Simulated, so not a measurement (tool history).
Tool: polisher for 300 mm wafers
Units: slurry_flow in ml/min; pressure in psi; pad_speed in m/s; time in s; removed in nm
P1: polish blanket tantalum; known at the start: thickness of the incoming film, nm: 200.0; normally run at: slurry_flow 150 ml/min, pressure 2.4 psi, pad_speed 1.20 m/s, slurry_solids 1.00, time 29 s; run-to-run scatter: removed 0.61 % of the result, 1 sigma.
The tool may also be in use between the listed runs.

Run 1, day 0.442: slurry_flow 150 ml/min, pressure 2.4 psi, pad_speed 1.20 m/s, slurry_solids 1.00, time 29 s. Result: removed 68.471 nm.
Run 2, day 0.721: slurry_flow 230 ml/min, pressure 2.4 psi, pad_speed 1.20 m/s, slurry_solids 1.00, time 29 s. Result: removed 73.302 nm.
Run 3, day 1.279: slurry_flow 150 ml/min, pressure 3.3 psi, pad_speed 1.20 m/s, slurry_solids 1.00, time 29 s. Result: removed 94.712 nm.
Run 4, day 1.629: slurry_flow 90 ml/min, pressure 2.4 psi, pad_speed 1.20 m/s, slurry_solids 1.00, time 29 s. Result: removed 61.627 nm.
Run 5, day 2.050: slurry_flow 150 ml/min, pressure 2.4 psi, pad_speed 1.20 m/s, slurry_solids 1.00, time 41 s. Result: removed 97.118 nm.
Run 6, day 2.492: slurry_flow 190 ml/min, pressure 3.6 psi, pad_speed 1.20 m/s, slurry_solids 1.00, time 29 s. Result: removed 107.300 nm.
Run 7, day 3.075: slurry_flow 150 ml/min, pressure 2.4 psi, pad_speed 1.84 m/s, slurry_solids 1.00, time 17 s. Result: removed 61.490 nm.
Run 8, day 3.525: slurry_flow 150 ml/min, pressure 1.7 psi, pad_speed 1.20 m/s, slurry_solids 1.40, time 29 s. Result: removed 53.269 nm.
Run 9, day 4.150: slurry_flow 150 ml/min, pressure 2.4 psi, pad_speed 1.20 m/s, slurry_solids 1.00, time 29 s. Result: removed 69.541 nm.
Run 10, day 4.429: slurry_flow 150 ml/min, pressure 2.4 psi, pad_speed 1.20 m/s, slurry_solids 0.55, time 29 s. Result: removed 55.804 nm.
Run 11, day 4.804: slurry_flow 150 ml/min, pressure 2.4 psi, pad_speed 1.20 m/s, slurry_solids 1.00, time 29 s. Result: removed 68.632 nm.
At day 5.329: head pressure recalibrated.
Run 12, day 5.442: slurry_flow 150 ml/min, pressure 2.4 psi, pad_speed 1.20 m/s, slurry_solids 1.00, time 29 s. Result: removed 69.235 nm.
Run 13, day 6.033: slurry_flow 150 ml/min, pressure 2.4 psi, pad_speed 1.20 m/s, slurry_solids 1.35, time 29 s. Result: removed 73.283 nm.
Run 14, day 6.396: slurry_flow 150 ml/min, pressure 1.3 psi, pad_speed 1.20 m/s, slurry_solids 1.00, time 29 s. Result: removed 37.366 nm.
Run 15, day 6.796: slurry_flow 150 ml/min, pressure 2.4 psi, pad_speed 0.86 m/s, slurry_solids 1.00, time 29 s. Result: removed 49.425 nm.
Run 16, day 7.296: slurry_flow 150 ml/min, pressure 2.4 psi, pad_speed 1.20 m/s, slurry_solids 1.00, time 19 s. Result: removed 45.217 nm.
Run 17, day 7.883: slurry_flow 150 ml/min, pressure 2.4 psi, pad_speed 1.60 m/s, slurry_solids 1.00, time 29 s. Result: removed 90.559 nm.
Run 18, day 8.300: slurry_flow 150 ml/min, pressure 2.4 psi, pad_speed 1.20 m/s, slurry_solids 1.00, time 29 s. Result: removed 68.843 nm.
Run 19, day 8.617: slurry_flow 150 ml/min, pressure 2.4 psi, pad_speed 1.20 m/s, slurry_solids 1.00, time 29 s. Result: removed 68.752 nm.
Run 20, day 8.979: slurry_flow 150 ml/min, pressure 2.4 psi, pad_speed 1.20 m/s, slurry_solids 1.00, time 29 s. Result: removed 69.184 nm.
Run 21, day 9.358: slurry_flow 150 ml/min, pressure 2.4 psi, pad_speed 1.20 m/s, slurry_solids 1.00, time 29 s. Result: removed 65.165 nm.

Run 22 comes next. What will it give?
Run 22, day 9.896: slurry_flow 150 ml/min, pressure 2.4 psi, pad_speed 1.20 m/s, slurry_solids 1.00, time 29 s. Result: removed ?.

Run 22 gave removed 63.683 nm.
